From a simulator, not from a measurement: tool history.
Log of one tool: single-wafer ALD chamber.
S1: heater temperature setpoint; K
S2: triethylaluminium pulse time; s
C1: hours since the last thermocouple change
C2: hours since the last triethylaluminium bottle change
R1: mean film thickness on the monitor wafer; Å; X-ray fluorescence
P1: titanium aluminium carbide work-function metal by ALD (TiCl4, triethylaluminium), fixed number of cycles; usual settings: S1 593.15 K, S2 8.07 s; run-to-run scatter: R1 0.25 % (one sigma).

run	hour	S1	S2	C1	C2	R1
1	15	593.15	8.07	516.3	122.5	21.172
2	27.5	593.15	8.07	528.8	135	21.18
3	38.2	593.15	8.07	539.5	145.7	21.209
4	55.3	593.15	8.07	556.6	162.8	21.189
5	64.3	593.15	8.07	565.6	171.8	21.062
6	77.4	593.15	8.07	578.7	184.9	21.212
7	90	593.15	3.29	591.3	197.5	15.33
8	97.6	618.15	8.07	598.9	205.1	23.197
9	114	571.15	10.43	615.3	221.5	19.946
10	127.1	580.15	12.31	628.4	234.6	21.036
11	144.1	605.15	3.93	645.4	251.6	17.471
12	155.3	593.15	11.65	656.6	262.8	22.145
13	166.2	593.15	8.07	667.5	273.7	21.122
14	180	574.15	8.07	681.3	287.5	19.492
15	191.1	593.15	8.07	692.4	298.6	21.102
16	205.2	593.15	8.07	706.5	312.7	20.943

Forecast run 17:
17	218.3	593.15	8.07	719.6	325.8	?

{"run 17": {"R1": 20.884}}
